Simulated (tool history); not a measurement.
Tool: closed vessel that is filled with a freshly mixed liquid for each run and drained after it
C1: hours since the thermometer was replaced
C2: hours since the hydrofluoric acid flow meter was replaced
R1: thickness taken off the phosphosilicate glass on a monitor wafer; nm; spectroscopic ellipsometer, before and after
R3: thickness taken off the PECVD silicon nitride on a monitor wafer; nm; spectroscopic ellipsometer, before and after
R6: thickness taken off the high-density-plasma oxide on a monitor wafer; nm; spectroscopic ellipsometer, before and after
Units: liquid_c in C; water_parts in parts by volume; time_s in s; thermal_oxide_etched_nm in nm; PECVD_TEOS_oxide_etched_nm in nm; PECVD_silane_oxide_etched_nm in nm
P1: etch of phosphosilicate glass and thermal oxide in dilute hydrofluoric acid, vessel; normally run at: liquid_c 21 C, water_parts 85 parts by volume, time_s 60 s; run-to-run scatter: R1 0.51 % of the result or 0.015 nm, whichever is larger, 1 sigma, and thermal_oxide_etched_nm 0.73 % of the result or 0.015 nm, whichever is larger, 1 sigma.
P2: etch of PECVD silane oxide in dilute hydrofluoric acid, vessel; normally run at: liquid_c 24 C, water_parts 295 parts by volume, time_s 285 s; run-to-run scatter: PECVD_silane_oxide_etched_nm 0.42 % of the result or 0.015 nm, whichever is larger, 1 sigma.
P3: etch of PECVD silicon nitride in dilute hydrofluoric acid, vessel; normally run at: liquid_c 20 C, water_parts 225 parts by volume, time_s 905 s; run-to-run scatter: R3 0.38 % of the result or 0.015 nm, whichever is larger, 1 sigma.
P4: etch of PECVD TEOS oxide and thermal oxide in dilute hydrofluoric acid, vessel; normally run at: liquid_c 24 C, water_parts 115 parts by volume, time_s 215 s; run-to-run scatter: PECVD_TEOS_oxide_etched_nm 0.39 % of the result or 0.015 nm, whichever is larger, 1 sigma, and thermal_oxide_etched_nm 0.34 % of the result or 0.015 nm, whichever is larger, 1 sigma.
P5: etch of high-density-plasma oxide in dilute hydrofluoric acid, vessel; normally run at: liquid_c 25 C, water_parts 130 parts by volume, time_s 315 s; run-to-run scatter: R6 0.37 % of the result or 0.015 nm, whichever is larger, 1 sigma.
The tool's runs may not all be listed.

Run 1, day 0.525: process P1, liquid_c 21 C, water_parts 85 parts by volume, time_s 60 s; C1 228.6; C2 1090.4. Result: R1 73.296 nm, thermal_oxide_etched_nm 2.8549 nm.
Run 2, day 1.079: process P1, liquid_c 21 C, water_parts 85 parts by volume, time_s 60 s; C1 241.9; C2 1103.7. Result: R1 72.96 nm, thermal_oxide_etched_nm 2.8309 nm.
Run 3, day 1.496: process P3, liquid_c 20 C, water_parts 225 parts by volume, time_s 905 s; C1 251.9; C2 1113.7. Result: R3 5.4372 nm.
Run 4, day 1.862: process P4, liquid_c 24 C, water_parts 115 parts by volume, time_s 215 s; C1 260.7; C2 1122.5. Result: thermal_oxide_etched_nm 8.5771 nm, PECVD_TEOS_oxide_etched_nm 45.31 nm.
Run 5, day 2.188: process P2, liquid_c 24 C, water_parts 45 parts by volume, time_s 285 s; C1 268.5; C2 1130.3. Result: PECVD_silane_oxide_etched_nm 264.72 nm.
At day 2.208: hydrofluoric acid flow meter replaced.
Run 6, day 2.638: process P3, liquid_c 27 C, water_parts 225 parts by volume, time_s 905 s; C1 279.3; C2 10.3. Result: R3 8.3753 nm.
Run 7, day 3.1: process P4, liquid_c 24 C, water_parts 20 parts by volume, time_s 215 s; C1 290.4; C2 21.4. Result: thermal_oxide_etched_nm 55.607 nm, PECVD_TEOS_oxide_etched_nm 296.08 nm.
Run 8, day 3.617: process P2, liquid_c 24 C, water_parts 295 parts by volume, time_s 285 s; C1 302.8; C2 33.8. Result: PECVD_silane_oxide_etched_nm 30.44 nm.
Run 9, day 3.975: process P1, liquid_c 27.5 C, water_parts 85 parts by volume, time_s 60 s; C1 311.4; C2 42.4. Result: R1 94.784 nm, thermal_oxide_etched_nm 3.6835 nm.
Run 10, day 4.479: process P3, liquid_c 20 C, water_parts 225 parts by volume, time_s 100 s; C1 323.5; C2 54.5. Result: R3 0.62177 nm.
Run 11, day 5.046: process P1, liquid_c 17 C, water_parts 85 parts by volume, time_s 30 s; C1 337.1; C2 68.1. Result: R1 30.881 nm, thermal_oxide_etched_nm 1.1795 nm.
Run 12, day 5.525: process P4, liquid_c 24 C, water_parts 115 parts by volume, time_s 40 s; C1 348.6; C2 79.6. Result: thermal_oxide_etched_nm 1.5862 nm, PECVD_TEOS_oxide_etched_nm 8.4161 nm.
Run 13, day 6.075: process P1, liquid_c 21 C, water_parts 145 parts by volume, time_s 60 s; C1 361.8; C2 92.8. Result: R1 39.906 nm, thermal_oxide_etched_nm 1.5696 nm.
Run 14, day 6.512: process P1, liquid_c 21 C, water_parts 55 parts by volume, time_s 60 s; C1 372.3; C2 103.3. Result: R1 117.23 nm, thermal_oxide_etched_nm 4.5017 nm.
Run 15, day 6.983: process P4, liquid_c 17 C, water_parts 115 parts by volume, time_s 215 s; C1 383.6; C2 114.6. Result: thermal_oxide_etched_nm 6.4654 nm, PECVD_TEOS_oxide_etched_nm 34.179 nm.
Run 16, day 7.275: process P1, liquid_c 21 C, water_parts 85 parts by volume, time_s 30 s; C1 390.6; C2 121.6. Result: R1 36.635 nm, thermal_oxide_etched_nm 1.4134 nm.
Run 17, day 7.871: process P1, liquid_c 27.5 C, water_parts 85 parts by volume, time_s 30 s; C1 404.9; C2 135.9. Result: R1 47.589 nm, thermal_oxide_etched_nm 1.85 nm.
Run 18, day 8.35: process P4, liquid_c 24 C, water_parts 115 parts by volume, time_s 215 s; C1 416.4; C2 147.4. Result: thermal_oxide_etched_nm 8.6201 nm, PECVD_TEOS_oxide_etched_nm 45.114 nm.
Run 19, day 8.896: process P3, liquid_c 20 C, water_parts 110 parts by volume, time_s 905 s; C1 429.5; C2 160.5. Result: R3 10.882 nm.
Run 20, day 9.454: process P1, liquid_c 21 C, water_parts 85 parts by volume, time_s 60 s; C1 442.9; C2 173.9. Result: R1 73.963 nm, thermal_oxide_etched_nm 2.8295 nm.
Run 21, day 9.908: process P5, liquid_c 25 C, water_parts 130 parts by volume, time_s 495 s; C1 453.8; C2 184.8. Result: R6 19.505 nm.
Run 22, day 10.417: process P1, liquid_c 28 C, water_parts 45 parts by volume, time_s 60 s; C1 466; C2 197. Result: R1 195.11 nm, thermal_oxide_etched_nm 7.4911 nm.
Run 23, day 10.875: process P1, liquid_c 21 C, water_parts 85 parts by volume, time_s 90 s; C1 477; C2 208. Result: R1 110.24 nm, thermal_oxide_etched_nm 4.2737 nm.
Run 24, day 11.388: process P1, liquid_c 17 C, water_parts 85 parts by volume, time_s 60 s; C1 489.3; C2 220.3. Result: R1 61.917 nm, thermal_oxide_etched_nm 2.4292 nm.

Forecast run 25:
Run 25, day 11.883: process P3, liquid_c 20 C, water_parts 225 parts by volume, time_s 905 s; C1 501.2; C2 232.2. Result: R3 ?.

{"run 25": {"R3": 5.388}}
